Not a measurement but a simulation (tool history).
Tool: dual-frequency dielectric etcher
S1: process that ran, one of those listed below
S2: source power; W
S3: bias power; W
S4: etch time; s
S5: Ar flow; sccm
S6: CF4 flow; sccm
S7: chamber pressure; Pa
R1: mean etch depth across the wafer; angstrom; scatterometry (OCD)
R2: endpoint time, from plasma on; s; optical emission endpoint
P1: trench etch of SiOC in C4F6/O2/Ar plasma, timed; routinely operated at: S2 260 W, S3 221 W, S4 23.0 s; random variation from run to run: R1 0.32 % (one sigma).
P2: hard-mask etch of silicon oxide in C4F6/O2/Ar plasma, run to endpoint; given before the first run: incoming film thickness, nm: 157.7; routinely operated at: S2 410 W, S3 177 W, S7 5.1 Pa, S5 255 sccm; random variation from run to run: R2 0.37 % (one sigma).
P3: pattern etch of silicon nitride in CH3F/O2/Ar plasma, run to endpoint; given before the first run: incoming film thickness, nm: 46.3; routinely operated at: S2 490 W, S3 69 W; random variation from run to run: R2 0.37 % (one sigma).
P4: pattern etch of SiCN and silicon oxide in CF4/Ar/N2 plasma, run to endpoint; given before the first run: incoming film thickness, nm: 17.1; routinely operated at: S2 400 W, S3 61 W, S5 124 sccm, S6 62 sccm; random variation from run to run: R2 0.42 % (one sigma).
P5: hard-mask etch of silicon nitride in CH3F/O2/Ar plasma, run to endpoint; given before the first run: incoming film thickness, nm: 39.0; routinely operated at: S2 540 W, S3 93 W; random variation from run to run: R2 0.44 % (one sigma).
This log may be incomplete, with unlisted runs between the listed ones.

{"run": 1, "hour": 6.0, "S1": "P1", "S2": 260, "S3": 221, "S4": 23.0, "R1": 446.91}
{"run": 2, "hour": 14.5, "S1": "P1", "S2": 170, "S3": 221, "S4": 23.0, "R1": 380.4}
{"run": 3, "hour": 23.7, "S1": "P1", "S2": 260, "S3": 221, "S4": 33.5, "R1": 649.15}
{"run": 4, "hour": 31.9, "S1": "P4", "S2": 400, "S3": 61, "S5": 124, "S6": 62, "R2": 25.072}
{"run": 5, "hour": 38.8, "S1": "P1", "S2": 260, "S3": 221, "S4": 23.0, "R1": 445.2}
{"run": 6, "hour": 45.0, "S1": "P4", "S2": 280, "S3": 61, "S5": 124, "S6": 62, "R2": 33.862}
{"run": 7, "hour": 53.1, "S1": "P2", "S2": 410, "S3": 177, "S5": 177, "S7": 5.1, "R2": 47.403}
{"run": 8, "hour": 61.8, "S1": "P4", "S2": 400, "S3": 61, "S5": 124, "S6": 62, "R2": 24.774}
{"run": 9, "hour": 72.7, "S1": "P2", "S2": 410, "S3": 177, "S5": 255, "S7": 5.1, "R2": 49.263}
{"run": 10, "hour": 85.1, "S1": "P1", "S2": 260, "S3": 221, "S4": 23.0, "R1": 447.41}
{"run": 11, "hour": 92.6, "S1": "P5", "S2": 540, "S3": 93, "R2": 46.938}
{"run": 12, "hour": 98.4, "S1": "P5", "S2": 540, "S3": 93, "R2": 46.915}
{"run": 13, "hour": 110.2, "S1": "P1", "S2": 260, "S3": 169, "S4": 23.0, "R1": 405.51}
{"run": 14, "hour": 116.2, "S1": "P1", "S2": 260, "S3": 274, "S4": 16.0, "R1": 333.41}
{"run": 15, "hour": 126.9, "S1": "P5", "S2": 710, "S3": 93, "R2": 42.471}
{"run": 16, "hour": 138.1, "S1": "P1", "S2": 260, "S3": 221, "S4": 23.0, "R1": 448.42}
{"run": 17, "hour": 148.8, "S1": "P1", "S2": 260, "S3": 282, "S4": 23.0, "R1": 485.52}
{"run": 18, "hour": 161.9, "S1": "P3", "S2": 490, "S3": 69, "R2": 62.509}
{"run": 19, "hour": 169.5, "S1": "P2", "S2": 260, "S3": 177, "S5": 255, "S7": 5.1, "R2": 58.472}
{"run": 20, "hour": 182.1, "S1": "P2", "S2": 410, "S3": 177, "S5": 255, "S7": 3.6, "R2": 46.929}
{"run": 21, "hour": 191.1, "S1": "P1", "S2": 260, "S3": 221, "S4": 23.0, "R1": 446.36}
{"run": 22, "hour": 200.1, "S1": "P1", "S2": 260, "S3": 306, "S4": 31.0, "R1": 677.83}
{"run": 23, "hour": 211.9, "S1": "P1", "S2": 260, "S3": 221, "S4": 13.0, "R1": 252.1}
{"run": 24, "hour": 218.4, "S1": "P5", "S2": 540, "S3": 123, "R2": 42.398}
{"run": 25, "hour": 228.4, "S1": "P4", "S2": 400, "S3": 61, "S5": 124, "S6": 41, "R2": 26.646}
{"run": 26, "hour": 235.1, "S1": "P1", "S2": 330, "S3": 173, "S4": 23.0, "R1": 449.36}
{"run": 27, "hour": 243.6, "S1": "P4", "S2": 400, "S3": 76, "S5": 124, "S6": 62, "R2": 22.862}
{"run": 28, "hour": 255.2, "S1": "P1", "S2": 330, "S3": 221, "S4": 23.0, "R1": 487.71}
{"run": 29, "hour": 265.0, "S1": "P4", "S2": 400, "S3": 61, "S5": 77, "S6": 62, "R2": 23.154}
{"run": 30, "hour": 278.0, "S1": "P3", "S2": 490, "S3": 47, "R2": 70.965}
{"run": 31, "hour": 287.3, "S1": "P2", "S2": 410, "S3": 216, "S5": 255, "S7": 5.1, "R2": 46.245}
{"run": 32, "hour": 293.3, "S1": "P1", "S2": 260, "S3": 221, "S4": 23.0, "R1": 444.46}
{"run": 33, "hour": 300.4, "S1": "P3", "S2": 690, "S3": 69, "R2": 54.811}
{"run": 34, "hour": 306.4, "S1": "P1", "S2": 260, "S3": 221, "S4": 23.0, "R1": 447.33}
{"run": 35, "hour": 316.0, "S1": "P1", "S2": 260, "S3": 221, "S4": 23.0, "R1": 443.33}
{"run": 36, "hour": 325.0, "S1": "P1", "S2": 260, "S3": 221, "S4": 23.0, "R1": 438.48}
{"run": 37, "hour": 333.8, "S1": "P1", "S2": 260, "S3": 221, "S4": 23.0, "R1": 438.09}
{"run": 38, "hour": 345.0, "S1": "P1", "S2": 260, "S3": 221, "S4": 23.0, "R1": 441.97}
{"run": 39, "hour": 357.4, "S1": "P1", "S2": 260, "S3": 221, "S4": 23.0, "R1": 439.76}
{"run": 40, "hour": 369.1, "S1": "P1", "S2": 260, "S3": 221, "S4": 23.0, "R1": 438.94}
{"hour": 374.3, "done": "wet clean of the chamber"}
{"run": 41, "hour": 377.3, "S1": "P1", "S2": 260, "S3": 221, "S4": 23.0, "R1": 439.22}
{"run": 42, "hour": 390.1, "S1": "P1", "S2": 260, "S3": 221, "S4": 23.0, "R1": 437.05}
{"run": 43, "hour": 400.0, "S1": "P1", "S2": 260, "S3": 221, "S4": 23.0, "R1": 438.36}

P1 has crept away from where it was. The log is fitted equally well by each of these 2 causes, at the sizes shown:
A: bias power that arrives under what is set, % = 4.61
B: source power that arrives under what is set, % = 4.1
Creep in the process output first set in at about hour 306.4.
Why every other cause is out:
chamber walls in a state that lowers the etch rate, %: maintenance at hour 374.3, after the shift began, did not return the process to its former output

Which of the check runs below tells the causes apart, meaning the causes would give it clearly different results? Each run uses 2 wafers whose results are averaged, and each result is shown as a question mark.
{"run": "check 1", "hour": 409.9, "S1": "P4", "S2": 400, "S3": 73, "S5": 88, "S6": 62, "R2": "?"}
{"run": "check 2", "hour": 409.9, "S1": "P2", "S2": 300, "S3": 177, "S5": 195, "S7": 5.1, "R2": "?"}
{"run": "check 3", "hour": 409.9, "S1": "P3", "S2": 490, "S3": 56, "R2": "?"}
{"run": "check 4", "hour": 409.9, "S1": "P5", "S2": 670, "S3": 93, "R2": "?"}

What every check run would give for each of its results, assuming each possible cause in turn:
check=check_1 result=R2 if_A=22.463 if_B=22.937
check=check_2 result=R2 if_A=54.732 if_B=54.793
check=check_3 result=R2 if_A=67.944 if_B=68.039
check=check_4 result=R2 if_A=44.160 if_B=44.135
Separation of the two closest causes in each check, using whichever result separates them best: check 1 2.09 %; check 2 0.11 %; check 3 0.14 %; check 4 0.06 %
Only in check 1 would the causes give clearly different results; in the remaining checks their results would be nearly the same.

Check 1 was carried out, with these results: R2 22.303 s. Which of the listed causes is responsible?

A is the cause: bias power that arrives under what is set, %.
